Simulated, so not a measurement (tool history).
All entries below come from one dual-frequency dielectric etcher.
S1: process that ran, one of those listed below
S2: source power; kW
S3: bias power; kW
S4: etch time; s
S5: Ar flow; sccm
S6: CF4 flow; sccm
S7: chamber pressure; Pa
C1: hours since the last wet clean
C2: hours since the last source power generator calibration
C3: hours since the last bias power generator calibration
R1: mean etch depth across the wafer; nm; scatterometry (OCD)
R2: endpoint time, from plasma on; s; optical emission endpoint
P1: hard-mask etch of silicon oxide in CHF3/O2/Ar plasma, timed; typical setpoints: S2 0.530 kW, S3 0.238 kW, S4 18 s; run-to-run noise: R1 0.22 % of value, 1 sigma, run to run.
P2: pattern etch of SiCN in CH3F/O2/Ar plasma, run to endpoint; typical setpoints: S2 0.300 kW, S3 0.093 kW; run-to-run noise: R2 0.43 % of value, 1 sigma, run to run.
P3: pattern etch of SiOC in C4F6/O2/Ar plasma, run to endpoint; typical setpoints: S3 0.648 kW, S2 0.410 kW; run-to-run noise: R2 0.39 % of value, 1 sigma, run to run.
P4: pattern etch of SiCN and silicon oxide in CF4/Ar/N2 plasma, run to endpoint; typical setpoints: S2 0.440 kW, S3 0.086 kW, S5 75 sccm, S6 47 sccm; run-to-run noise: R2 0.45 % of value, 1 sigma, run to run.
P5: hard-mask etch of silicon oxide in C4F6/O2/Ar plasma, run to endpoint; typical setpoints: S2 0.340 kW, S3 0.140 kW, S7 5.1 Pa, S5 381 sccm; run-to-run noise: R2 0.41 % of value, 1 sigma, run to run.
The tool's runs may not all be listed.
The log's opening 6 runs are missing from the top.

run	hour	S1	S2	S3	S4	S5	S6	S7	C1	C2	C3	R1	R2
7	38.3	P3	0.410	0.774					86.6	2485.3	1544.6		9.4271
8	45.7	P5	0.340	0.140		299		5.1	94.0	2492.7	1552.0		89.1850
9	52.6	P5	0.340	0.104		381		5.1	100.9	2499.6	1558.9		99.7140
10	56.1	P4	0.440	0.086		75	47		104.4	2503.1	1562.4		17.7260
11	61.1	P3	0.410	0.648					109.4	2508.1	1567.4		10.0450
12	67.2	P4	0.440	0.086		75	47		115.5	2514.2	1573.5		17.6740
13	71.9	P1	0.530	0.238	18				120.2	2518.9	1578.2	35.484	
14	79.0	P1	0.530	0.238	18				127.3	2526.0	1585.3	35.402	
15	85.6	P5	0.230	0.140		381		5.1	133.9	2532.6	1591.9		106.9400
16	89.3	P4	0.440	0.086		53	47		137.6	2536.3	1595.6		16.7350
17	95.1	P1	0.380	0.238	18				143.4	2542.1	1601.4	31.347	
18	98.7	P3	0.410	0.648					147.0	2545.7	1605.0		10.0310
19	103.7	P1	0.530	0.149	24				152.0	2550.7	1610.0	40.299	
20	110.0	P5	0.340	0.140		381		6.8	158.3	2557.0	1616.3		94.2730
21	113.4	P2	0.300	0.093					161.7	2560.4	1619.7		24.0950
22	116.9	P4	0.440	0.086		75	66		165.2	2563.9	1623.2		17.0050
23	120.9	P1	0.530	0.181	18				169.2	2567.9	1627.2	32.348	
24	126.9	P1	0.530	0.238	14				175.2	2573.9	1633.2	27.567	

Expected results for the next run?
25	131.3	P5	0.340	0.140		381		5.1	179.6	2578.3	1637.6		?

{"run 25": {"R2": 91.382}}
